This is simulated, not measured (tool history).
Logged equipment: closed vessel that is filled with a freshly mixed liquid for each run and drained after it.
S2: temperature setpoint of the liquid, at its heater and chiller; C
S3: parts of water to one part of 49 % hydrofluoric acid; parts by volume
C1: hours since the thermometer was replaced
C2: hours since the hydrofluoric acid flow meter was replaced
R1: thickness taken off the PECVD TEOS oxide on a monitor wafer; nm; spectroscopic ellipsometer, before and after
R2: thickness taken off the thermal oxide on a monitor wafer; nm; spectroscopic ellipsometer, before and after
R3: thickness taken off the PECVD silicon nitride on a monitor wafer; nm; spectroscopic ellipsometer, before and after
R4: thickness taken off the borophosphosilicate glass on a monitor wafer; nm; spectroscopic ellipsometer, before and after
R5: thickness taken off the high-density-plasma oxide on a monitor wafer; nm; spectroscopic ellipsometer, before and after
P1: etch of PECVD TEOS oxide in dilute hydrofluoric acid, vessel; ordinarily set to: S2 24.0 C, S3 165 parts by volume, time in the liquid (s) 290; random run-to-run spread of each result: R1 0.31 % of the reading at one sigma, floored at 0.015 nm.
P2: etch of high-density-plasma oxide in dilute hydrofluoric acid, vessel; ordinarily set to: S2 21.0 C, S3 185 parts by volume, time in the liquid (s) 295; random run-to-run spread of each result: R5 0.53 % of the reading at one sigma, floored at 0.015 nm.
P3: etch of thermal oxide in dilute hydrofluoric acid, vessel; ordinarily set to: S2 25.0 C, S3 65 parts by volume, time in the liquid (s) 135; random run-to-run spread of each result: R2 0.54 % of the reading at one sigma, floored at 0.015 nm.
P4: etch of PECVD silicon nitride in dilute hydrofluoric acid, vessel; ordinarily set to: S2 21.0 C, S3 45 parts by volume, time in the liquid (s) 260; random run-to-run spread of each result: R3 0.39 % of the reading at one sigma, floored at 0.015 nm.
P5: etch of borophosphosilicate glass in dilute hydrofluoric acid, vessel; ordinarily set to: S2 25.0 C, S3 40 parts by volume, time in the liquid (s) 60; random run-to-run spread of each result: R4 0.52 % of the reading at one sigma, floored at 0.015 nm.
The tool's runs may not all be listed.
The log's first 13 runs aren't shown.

run 14 day=7.212 | process_that_ran=P3 S2=32.5 S3=65 time_in_the_liquid_(s)=135 | C1=353.5 C2=355.8 | R2=13.7710
run 15 day=7.812 | process_that_ran=P1 S2=31.0 S3=165 time_in_the_liquid_(s)=290 | C1=367.9 C2=370.2 | R1=48.751
run 16 day=8.421 | process_that_ran=P5 S2=29.0 S3=40 time_in_the_liquid_(s)=60 | C1=382.5 C2=384.8 | R4=51.333
run 17 day=8.958 | process_that_ran=P1 S2=24.0 S3=165 time_in_the_liquid_(s)=105 | C1=395.4 C2=397.7 | R1=13.645
run 18 day=9.700 | process_that_ran=P3 S2=25.0 S3=65 time_in_the_liquid_(s)=30 | C1=413.2 C2=415.5 | R2=2.2705
run 19 day=10.183 | process_that_ran=P1 S2=24.0 S3=165 time_in_the_liquid_(s)=290 | C1=424.8 C2=427.1 | R1=37.785
run 20 day=10.796 | process_that_ran=P2 S2=21.0 S3=185 time_in_the_liquid_(s)=295 | C1=439.5 C2=441.8 | R5=7.9789
run 21 day=11.238 | process_that_ran=P2 S2=29.0 S3=185 time_in_the_liquid_(s)=295 | C1=450.1 C2=452.4 | R5=10.6860
run 22 day=11.912 | process_that_ran=P1 S2=17.0 S3=165 time_in_the_liquid_(s)=290 | C1=466.3 C2=468.6 | R1=28.947
run 23 day=12.654 | process_that_ran=P2 S2=21.0 S3=295 time_in_the_liquid_(s)=295 | C1=484.1 C2=486.4 | R5=4.5582
run 24 day=12.988 | process_that_ran=P4 S2=21.0 S3=45 time_in_the_liquid_(s)=260 | C1=492.1 C2=494.4 | R3=7.9808
run 25 day=13.717 | process_that_ran=P1 S2=29.0 S3=165 time_in_the_liquid_(s)=465 | C1=509.6 C2=511.9 | R1=72.802
run 26 day=14.362 | process_that_ran=P3 S2=25.0 S3=65 time_in_the_liquid_(s)=135 | C1=525.1 C2=527.4 | R2=10.3900
run 27 day=14.900 | process_that_ran=P1 S2=24.0 S3=165 time_in_the_liquid_(s)=290 | C1=538.0 C2=540.3 | R1=37.962
run 28 day=15.392 | process_that_ran=P1 S2=17.0 S3=50 time_in_the_liquid_(s)=290 | C1=549.8 C2=552.1 | R1=106.550

Forecast run 29:
run 29 day=15.983 | process_that_ran=P4 S2=21.0 S3=45 time_in_the_liquid_(s)=435 | C1=564.0 C2=566.3 | R3=?

Run 29 yielded R3 13.4530 nm.
